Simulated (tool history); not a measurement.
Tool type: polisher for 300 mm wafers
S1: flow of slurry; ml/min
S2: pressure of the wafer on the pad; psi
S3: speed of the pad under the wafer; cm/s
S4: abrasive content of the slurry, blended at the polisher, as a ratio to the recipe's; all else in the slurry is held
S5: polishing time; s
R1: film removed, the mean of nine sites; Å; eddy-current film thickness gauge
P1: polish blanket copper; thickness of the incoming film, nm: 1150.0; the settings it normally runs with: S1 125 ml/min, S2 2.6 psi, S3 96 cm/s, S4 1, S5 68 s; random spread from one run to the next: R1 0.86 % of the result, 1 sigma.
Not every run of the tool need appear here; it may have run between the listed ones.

run   hour   S1   S2   S3    S4  S5      R1
  1    5.3  125  2.6   96     1  68  1493.3
  2   13.3  125  2.6   96     1  68  1485.3
  3   18.6   75  2.6   96     1  68  1302.9
  4   27.6  125  2.6  144     1  68  2253.7
  5   34.4  125  2.6   96     1  87  1922.5
        35  -- head pressure recalibrated
  6   40.2  125  2.6   96     1  68  1499.4
  7   49.1  190  2.6   96     1  68  1630.1
  8   54.8  125  2.6   60     1  68  931.27
      58.3  -- worn pad replaced by a new one
  9   59.8  125  2.6   96     1  68  1499.3
 10   64.9  125  2.6   96     1  68  1514.5
 11   73.2  125  2.6   96  0.65  68    1368
      78.6  -- slurry blender recalibrated
 12   82.8  125  2.6   96  1.35  68  1614.5
 13   87.5  125  2.6   96     1  68  1510.3
 14   94.4  125  2.6   96     1  47  1034.1
 15  103.3  125  1.3   96     1  68  752.02
 16  110.2  125  4.1   96     1  68  2393.4
 17  119.4  165  2.6   96  1.45  68  1702.9
 18    128  125  2.6   96     1  68  1481.3
 19  138.5  125  2.6   96     1  68  1449.2
 20  145.5  125  2.6   96     1  68  1416.3
 21  151.5  125  2.6   96     1  68    1403
 22  156.7  125  2.6   96     1  68  1383.7
     165.2  -- worn pad replaced by a new one
 23  165.4  125  2.6   96     1  68  1361.7
     171.4  -- slurry blender recalibrated
 24  173.4  125  2.6   96     1  68  1359.6
 25  179.1  125  2.6   96     1  68  1339.8
 26  188.3  125  2.6   96     1  68  1323.4
 27  194.5  125  2.6   96     1  68  1347.4
 28    203  125  2.6   96     1  68  1346.6
 29  209.3  125  2.6   96     1  68  1311.4

What P1 gives has crept off from where it sat before. The 2 causes that follow fit the log equally well, each at the size noted:
A: head's pressure below its setpoint, % = 11.2
B: slurry flow missing at the pad, % = 37.5
Onset of the creep was near hour 128.
Every other cause this tool's parts could produce, and why it does not fit the log:
removal rate lost through wear of the pad, %: serviced after onset, at hour 165.2, with no recovery of the prior output
abrasive missing from the slurry, %: serviced after onset, at hour 171.4, with no recovery of the prior output

Consider the 4 check runs below, whose results appear as question marks and each of which averages 5 wafers. Which one distinguishes the causes, in that each cause would give it a clearly different result?
check 1  215.6  125  3.5  134   1  68   ?
check 2  215.6  125  2.6  140   1  68   ?
check 3  215.6  125  3.8   96   1  68   ?
check 4  215.6  170  2.6   96   1  86   ?

What every check run would give for each of its results, assuming each possible cause in turn:
  check  result    if A    if B
check 1      R1  2512.1  2511.4
check 2      R1  1949.7  1949.2
check 3      R1    1954  1953.4
check 4      R1  1785.9  1837.3
Smallest distance between any two causes, each pair judged by its most separating result, in per cent: check 1 0.03 %; check 2 0.03 %; check 3 0.03 %; check 4 2.84 %
Only in check 4 would the causes give clearly different results; in the remaining checks their results would be nearly the same.

Check 4 was carried out, with these results: R1 1835.2 Å. Which of the listed causes is responsible?

The correct cause is B, namely: slurry flow missing at the pad, %.

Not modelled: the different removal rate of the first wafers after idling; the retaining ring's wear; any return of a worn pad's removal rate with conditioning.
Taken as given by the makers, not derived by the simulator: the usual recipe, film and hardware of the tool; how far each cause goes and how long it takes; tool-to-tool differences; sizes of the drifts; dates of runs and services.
